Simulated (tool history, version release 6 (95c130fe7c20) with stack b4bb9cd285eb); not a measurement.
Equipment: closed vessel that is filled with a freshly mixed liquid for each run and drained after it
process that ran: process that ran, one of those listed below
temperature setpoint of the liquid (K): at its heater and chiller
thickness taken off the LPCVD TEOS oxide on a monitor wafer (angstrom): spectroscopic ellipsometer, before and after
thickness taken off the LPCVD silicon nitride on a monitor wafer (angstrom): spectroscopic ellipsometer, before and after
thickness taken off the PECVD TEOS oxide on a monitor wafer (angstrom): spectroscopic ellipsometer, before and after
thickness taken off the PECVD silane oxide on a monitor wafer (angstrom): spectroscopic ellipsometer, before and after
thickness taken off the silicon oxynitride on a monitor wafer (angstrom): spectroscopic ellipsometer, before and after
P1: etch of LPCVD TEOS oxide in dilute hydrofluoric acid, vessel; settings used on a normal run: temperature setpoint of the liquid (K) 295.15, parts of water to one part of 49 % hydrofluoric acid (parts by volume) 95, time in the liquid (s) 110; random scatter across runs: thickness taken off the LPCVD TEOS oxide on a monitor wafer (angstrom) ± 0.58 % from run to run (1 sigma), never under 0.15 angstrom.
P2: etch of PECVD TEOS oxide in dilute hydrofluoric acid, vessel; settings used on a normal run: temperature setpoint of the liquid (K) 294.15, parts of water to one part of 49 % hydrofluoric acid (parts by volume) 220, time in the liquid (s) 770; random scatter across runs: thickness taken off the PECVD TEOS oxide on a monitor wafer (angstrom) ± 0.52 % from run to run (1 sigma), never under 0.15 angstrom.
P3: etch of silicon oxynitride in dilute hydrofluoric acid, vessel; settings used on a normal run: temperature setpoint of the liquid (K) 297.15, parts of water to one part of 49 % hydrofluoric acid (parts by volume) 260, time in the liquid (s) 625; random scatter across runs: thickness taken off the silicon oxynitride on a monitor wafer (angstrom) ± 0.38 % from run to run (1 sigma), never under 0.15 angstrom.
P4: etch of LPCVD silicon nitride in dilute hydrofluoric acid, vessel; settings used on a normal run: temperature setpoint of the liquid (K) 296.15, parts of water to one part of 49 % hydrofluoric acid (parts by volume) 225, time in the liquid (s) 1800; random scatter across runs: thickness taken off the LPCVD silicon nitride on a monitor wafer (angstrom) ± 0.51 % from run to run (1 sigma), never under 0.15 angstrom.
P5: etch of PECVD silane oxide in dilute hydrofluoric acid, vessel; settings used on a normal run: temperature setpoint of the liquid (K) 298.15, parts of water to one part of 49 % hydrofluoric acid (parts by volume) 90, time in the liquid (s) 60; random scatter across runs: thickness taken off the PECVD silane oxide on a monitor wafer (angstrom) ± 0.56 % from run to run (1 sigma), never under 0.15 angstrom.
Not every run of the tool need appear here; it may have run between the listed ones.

run,hour,process that ran,temperature setpoint of the liquid (K),parts of water to one part of 49 % hydrofluoric acid (parts by volume),time in the liquid (s),hours since the thermometer was replaced,hours since the hydrofluoric acid flow meter was replaced,thickness taken off the LPCVD TEOS oxide on a monitor wafer (angstrom),thickness taken off the LPCVD silicon nitride on a monitor wafer (angstrom),thickness taken off the PECVD TEOS oxide on a monitor wafer (angstrom),thickness taken off the PECVD silane oxide on a monitor wafer (angstrom),thickness taken off the silicon oxynitride on a monitor wafer (angstrom)
1,7.1,P1,295.15,95,110,233,1486,562.55,,,,
2,12.1,P4,296.15,385,1800,238,1491,,26.229,,,
3,20.4,P1,295.15,35,110,246.3,1499.3,1656,,,,
4,28.6,P1,295.15,95,30,254.5,1507.5,154.33,,,,
5,34.6,P2,294.15,220,1330,260.5,1513.5,,,576.95,,
6,42.9,P5,293.65,90,60,268.8,1521.8,,,,163.92,
7,50.2,P1,295.15,95,110,276.1,1529.1,566.62,,,,
8,54.7,P1,295.15,155,110,280.6,1533.6,323.46,,,,
9,59.4,P1,300.15,95,110,285.3,1538.3,688.73,,,,
10,63.6,P1,295.15,95,110,289.5,1542.5,562.13,,,,
11,67.4,P4,296.15,225,2700,293.3,1546.3,,66.708,,,
12,73.9,P1,290.15,25,110,299.8,1552.8,1893.8,,,,
13,80.6,P1,295.15,95,200,306.5,1559.5,1026.3,,,,
14,87.8,P5,298.15,20,60,313.7,1566.7,,,,975.95,
15,93.3,P2,294.15,220,770,319.2,1572.2,,,334.51,,
16,100.2,P5,298.15,90,60,326.1,1579.1,,,,195.66,
17,104.1,P4,300.65,225,1800,330,1583,,58.445,,,
18,111.9,P3,297.15,125,625,337.8,1590.8,,,,,189.14
19,117.7,P2,294.15,95,770,343.6,1596.6,,,888.6,,
20,125.2,P3,297.15,260,625,351.1,1604.1,,,,,81.966
21,131,P4,296.15,225,1800,356.9,1609.9,,44.093,,,
# hour 132.7: hydrofluoric acid flow meter replaced
22,138.6,P1,295.15,95,110,364.5,6,564.1,,,,
23,145.3,P1,290.15,95,110,371.2,12.7,460.18,,,,
24,152.3,P1,295.15,95,110,378.2,19.7,567.43,,,,
25,160.1,P3,302.15,260,625,386,27.5,,,,,100.5
26,165.6,P1,299.15,130,110,391.5,33,465.77,,,,
27,173.2,P3,297.15,260,155,399.1,40.6,,,,,19.805
28,177.7,P2,290.15,220,770,403.6,45.1,,,284.85,,
29,182.5,P1,302.15,165,110,408.4,49.9,392.97,,,,
30,190.2,P5,298.15,90,115,416.1,57.6,,,,377.56,
31,196.4,P4,296.15,225,1800,422.3,63.8,,43.837,,,
32,204.5,P1,295.15,95,110,430.4,71.9,562.16,,,,
33,212,P1,295.15,95,110,437.9,79.4,545.57,,,,
34,219.7,P1,295.15,95,110,445.6,87.1,533.47,,,,
35,225.2,P1,295.15,95,110,451.1,92.6,524.56,,,,
36,229.6,P1,295.15,95,110,455.5,97,526.86,,,,
37,234.7,P1,295.15,95,110,460.6,102.1,521.97,,,,
38,240.8,P1,295.15,95,110,466.7,108.2,530.32,,,,
39,246.6,P1,295.15,95,110,472.5,114,519.94,,,,
40,250.5,P1,295.15,95,110,476.4,117.9,521.44,,,,
41,257.5,P1,295.15,95,110,483.4,124.9,524.05,,,,

The log shows P1 creeping away from where it was. Any of the 2 causes listed here, at the size stated for it, fits the log just as well as the others:
A: liquid colder than its thermometer reads (K) = 1.94
B: hydrofluoric acid flow below the setpoint (%) = 6.84
Onset of the creep was near hour 204.5.

4 check runs are offered, one wafer each, their results left as question marks. Which one tells the causes apart?
check 1,264.5,P2,294.15,220,770,,,,,?,,
check 2,264.5,P4,296.15,225,1800,,,,?,,,
check 3,264.5,P5,298.15,90,60,,,,,,?,
check 4,264.5,P3,297.15,260,625,,,,,,,?

Expected result of each check under each candidate cause:
check,result,if A,if B
check 1,thickness taken off the PECVD TEOS oxide on a monitor wafer (angstrom),310.25,306.38
check 2,thickness taken off the LPCVD silicon nitride on a monitor wafer (angstrom),38.913,41.074
check 3,thickness taken off the PECVD silane oxide on a monitor wafer (angstrom),182.66,182.32
check 4,thickness taken off the silicon oxynitride on a monitor wafer (angstrom),75.061,75.101
Gap, in per cent, between the two causes that each check separates least, read from the result that separates them most: check 1 1.26 %; check 2 5.4 %; check 3 0.19 %; check 4 0.05 %
Only in check 2 would the causes give clearly different results; in the remaining checks their results would be nearly the same.

Here is what check 2 returned: thickness taken off the LPCVD silicon nitride on a monitor wafer (angstrom) 39.039. Which cause is it?

It is A: liquid colder than its thermometer reads (K).
